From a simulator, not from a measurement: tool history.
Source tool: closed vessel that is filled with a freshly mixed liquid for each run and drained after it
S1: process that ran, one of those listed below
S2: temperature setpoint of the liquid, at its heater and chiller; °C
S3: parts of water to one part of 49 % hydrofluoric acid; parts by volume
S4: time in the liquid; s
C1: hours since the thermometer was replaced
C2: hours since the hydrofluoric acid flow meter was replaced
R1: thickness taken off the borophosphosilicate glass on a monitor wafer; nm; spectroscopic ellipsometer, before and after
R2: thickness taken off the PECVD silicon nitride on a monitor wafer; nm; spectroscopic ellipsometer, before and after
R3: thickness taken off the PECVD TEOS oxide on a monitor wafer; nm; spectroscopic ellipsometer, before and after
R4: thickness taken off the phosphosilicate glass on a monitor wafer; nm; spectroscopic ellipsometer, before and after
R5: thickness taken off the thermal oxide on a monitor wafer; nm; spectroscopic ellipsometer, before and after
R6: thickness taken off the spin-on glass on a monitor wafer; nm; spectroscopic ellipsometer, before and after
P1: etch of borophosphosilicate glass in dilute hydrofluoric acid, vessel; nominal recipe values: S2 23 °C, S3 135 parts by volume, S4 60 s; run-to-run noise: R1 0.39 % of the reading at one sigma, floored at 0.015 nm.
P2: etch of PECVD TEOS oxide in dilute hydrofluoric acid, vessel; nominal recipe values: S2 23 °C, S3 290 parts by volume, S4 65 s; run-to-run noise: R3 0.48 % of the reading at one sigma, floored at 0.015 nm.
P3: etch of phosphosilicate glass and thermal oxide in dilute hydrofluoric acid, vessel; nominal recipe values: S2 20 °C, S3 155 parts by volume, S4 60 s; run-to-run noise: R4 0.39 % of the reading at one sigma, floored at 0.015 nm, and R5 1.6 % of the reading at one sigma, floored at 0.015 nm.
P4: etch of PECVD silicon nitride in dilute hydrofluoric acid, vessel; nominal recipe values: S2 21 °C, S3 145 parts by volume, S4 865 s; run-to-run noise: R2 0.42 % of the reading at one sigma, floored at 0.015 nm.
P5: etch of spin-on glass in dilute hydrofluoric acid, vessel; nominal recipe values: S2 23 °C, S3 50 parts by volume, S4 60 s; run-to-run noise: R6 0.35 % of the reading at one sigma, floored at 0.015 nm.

run	hour	S1	S2	S3	S4	C1	C2	R1	R2	R3	R4	R5	R6
1	10	P1	23	135	60	1350.3	838.3	19.631					
2	23.9	P1	19	135	60	1364.2	852.2	16.709					
3	30.8	P4	21	145	865	1371.1	859.1		16.208				
4	43.3	P2	23	290	65	1383.6	871.6			5.0715			
5	54.6	P3	20	240	60	1394.9	882.9				19.477	0.84305	
6	63.3	P5	23	50	60	1403.6	891.6						53.3
7	73.4	P1	23	135	100	1413.7	901.7	32.654					
8	84.3	P4	21	90	865	1424.6	912.6		25.669				
9	91.6	P1	23	60	60	1431.9	919.9	47.992					
10	100.7	P1	23	135	30	1441	929	9.8298					
11	108.4	P1	27.5	135	60	1448.7	936.7	23.349					
12	117.3	P1	23	245	60	1457.6	945.6	9.5712					
13	125.2	P5	30.5	50	60	1465.5	953.5						71.961
14	134.2	P5	23	50	30	1474.5	962.5						26.612
15	145.4	P2	23	290	30	1485.7	973.7			2.3261			
16	153.9	P4	21	145	1260	1494.2	982.2		23.469				
17	165.6	P3	20	155	95	1505.9	993.9				52.055	2.3623	
18	175.5	P2	23	105	65	1515.8	1003.8			17.145			
19	182.7	P1	23	135	60	1523	1011	19.524					
20	193.8	P5	23	30	60	1534.1	1022.1						90.879
21	203.3	P4	27	145	865	1543.6	1031.6		23.863				
22	210.8	P3	20	155	60	1551.1	1039.1				33.072	1.4331	
23	221.5	P1	23	135	60	1561.8	1049.8	19.567					
24	236.1	P3	24	155	60	1576.4	1064.4				38.338	1.6915	
25	246.9	P2	29.5	290	65	1587.2	1075.2			6.3151			
26	258.4	P1	29	135	85	1598.7	1086.7	34.748					
27	271.6	P1	23	135	60	1611.9	1099.9	19.63					
28	280.1	P5	23	50	60	1620.4	1108.4						53.276
29	289	P1	23	135	60	1629.3	1117.3	19.525					
30	301.9	P4	21	145	865	1642.2	1130.2		16.281				
31	315.4	P3	20	155	60	1655.7	1143.7				32.909	1.4384	
32	321.9	P1	23	135	60	1662.2	1150.2	19.633					
33	329.1	P1	17	135	35	1669.4	1157.4	8.9244					
34	336.8	P1	23	135	60	1677.1	1165.1	19.696					
35	347.2	P1	23	135	60	1687.5	1175.5	20.156					
36	353.6	P1	23	135	60	1693.9	1181.9	20.394					
37	368.1	P1	23	135	60	1708.4	1196.4	20.587					
38	374.5	P1	23	135	60	1714.8	1202.8	20.676					
39	382.8	P1	23	135	60	1723.1	1211.1	20.732					
40	389.4	P1	23	135	60	1729.7	1217.7	20.645					

Compared with where it was, what P1 gives has crept away. Each cause listed below fits the log as well as the rest, at the size given for it:
A: liquid hotter than its thermometer reads (K) = 1.41
B: hydrofluoric acid flow above the setpoint (%) = 4.85
The gradual shift began around hour 336.8.

Which of the 4 check runs listed below separates the causes, so that each cause would produce a clearly different result? Each run uses one wafer, and its results are marked with question marks.
check 1	396	P5	23	50	60								?
check 2	396	P3	20	155	60						?	?	
check 3	396	P2	23	290	65					?			
check 4	396	P4	21	145	865				?				

Outcome of each check run for each possible cause:
check	result	if A	if B
check 1	R6	56.394	55.952
check 2	R4	34.909	34.884
check 2	R5	1.5412	1.54
check 3	R3	5.3614	5.4199
check 4	R2	17.729	16.921
Distance between the nearest two causes, measured in the result of the check that separates them most: check 1 0.79 %; check 2 0.07 %; check 3 1.09 %; check 4 4.66 %
Only in check 4 would the causes give clearly different results; in the remaining checks their results would be nearly the same.

With check 4 done, the readings were: R2 17.639 nm. Identify which of the listed causes applies.

The correct cause is A, namely: liquid hotter than its thermometer reads (K).

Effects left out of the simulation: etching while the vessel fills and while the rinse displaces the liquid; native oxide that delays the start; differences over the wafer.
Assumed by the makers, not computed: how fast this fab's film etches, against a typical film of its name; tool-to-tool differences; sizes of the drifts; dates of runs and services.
